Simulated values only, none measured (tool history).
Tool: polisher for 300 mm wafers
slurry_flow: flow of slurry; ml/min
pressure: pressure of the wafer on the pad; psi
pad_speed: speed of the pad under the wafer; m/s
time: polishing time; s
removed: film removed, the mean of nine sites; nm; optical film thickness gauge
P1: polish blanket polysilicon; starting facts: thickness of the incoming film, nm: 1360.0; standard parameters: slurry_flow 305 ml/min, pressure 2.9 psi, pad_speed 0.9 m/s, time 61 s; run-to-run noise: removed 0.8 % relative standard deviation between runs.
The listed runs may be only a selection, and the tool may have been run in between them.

| run | hour | slurry_flow | pressure | pad_speed | time | wafers polished on this pad | hours since the slurry nozzle was cleaned | hours since the head pressure was calibrated | removed |
|---|---|---|---|---|---|---|---|---|---|
| 1 | 8.9 | 305 | 2.9 | 0.9 | 61 | 750 | 541.7 | 255.5 | 492.58 |
| 2 | 17.5 | 305 | 2.9 | 0.9 | 39 | 863 | 550.3 | 264.1 | 317.99 |
| 3 | 27.7 | 420 | 2.9 | 0.9 | 61 | 997 | 560.5 | 274.3 | 516.65 |
| 4 | 41.9 | 305 | 2.9 | 0.9 | 61 | 1184 | 574.7 | 288.5 | 502.92 |
| 5 | 49.8 | 305 | 1.3 | 0.9 | 61 | 1288 | 582.6 | 296.4 | 223.11 |
| 6 | 62.6 | 305 | 2.9 | 0.9 | 61 | 1456 | 595.4 | 309.2 | 501 |
| 7 | 72.6 | 305 | 2.9 | 0.9 | 61 | 1588 | 605.4 | 319.2 | 501.2 |
| 8 | 83.1 | 305 | 2.9 | 0.9 | 61 | 1726 | 615.9 | 329.7 | 498.61 |
| 9 | 92.9 | 305 | 2.9 | 0.9 | 61 | 1855 | 625.7 | 339.5 | 496.97 |
| 10 | 107.3 | 185 | 2.9 | 0.9 | 89 | 2044 | 640.1 | 353.9 | 683.15 |
| 11 | 118.3 | 305 | 2.9 | 0.42 | 61 | 2189 | 651.1 | 364.9 | 233.52 |
| 12 | 126.3 | 185 | 2.9 | 0.9 | 61 | 2294 | 659.1 | 372.9 | 474.66 |
|  | 130.2 | head pressure recalibrated |
| 13 | 139.8 | 305 | 2.9 | 0.62 | 76 | 2471 | 672.6 | 9.6 | 435.24 |
| 14 | 149.5 | 305 | 2.9 | 0.9 | 61 | 2599 | 682.3 | 19.3 | 490.02 |
| 15 | 156.4 | 305 | 4.4 | 0.9 | 61 | 2689 | 689.2 | 26.2 | 750.89 |
| 16 | 164.4 | 305 | 2.9 | 1.32 | 61 | 2795 | 697.2 | 34.2 | 732.46 |
| 17 | 172.6 | 305 | 2.9 | 0.9 | 94 | 2902 | 705.4 | 42.4 | 763.45 |
| 18 | 181.8 | 305 | 2.9 | 0.9 | 61 | 3023 | 714.6 | 51.6 | 500.62 |
| 19 | 196 | 305 | 2.9 | 0.9 | 61 | 3210 | 728.8 | 65.8 | 483.39 |
| 20 | 204 | 305 | 2.9 | 0.9 | 61 | 3315 | 736.8 | 73.8 | 485.03 |
| 21 | 210.6 | 305 | 2.9 | 0.9 | 61 | 3402 | 743.4 | 80.4 | 479.85 |
| 22 | 217.5 | 305 | 2.9 | 0.9 | 61 | 3493 | 750.3 | 87.3 | 473.94 |
|  | 219 | head pressure recalibrated |
| 23 | 232 | 305 | 2.9 | 0.9 | 61 | 3683 | 764.8 | 13 | 477.46 |
| 24 | 246.2 | 305 | 2.9 | 0.9 | 61 | 3870 | 779 | 27.2 | 474.18 |
| 25 | 260.2 | 305 | 2.9 | 0.9 | 61 | 4054 | 793 | 41.2 | 470.97 |

For run 26, what comes out?
| 26 | 269.6 | 305 | 2.9 | 0.9 | 61 | 4178 | 802.4 | 50.6 | ? |

{"run 26": {"removed": 471.12}}
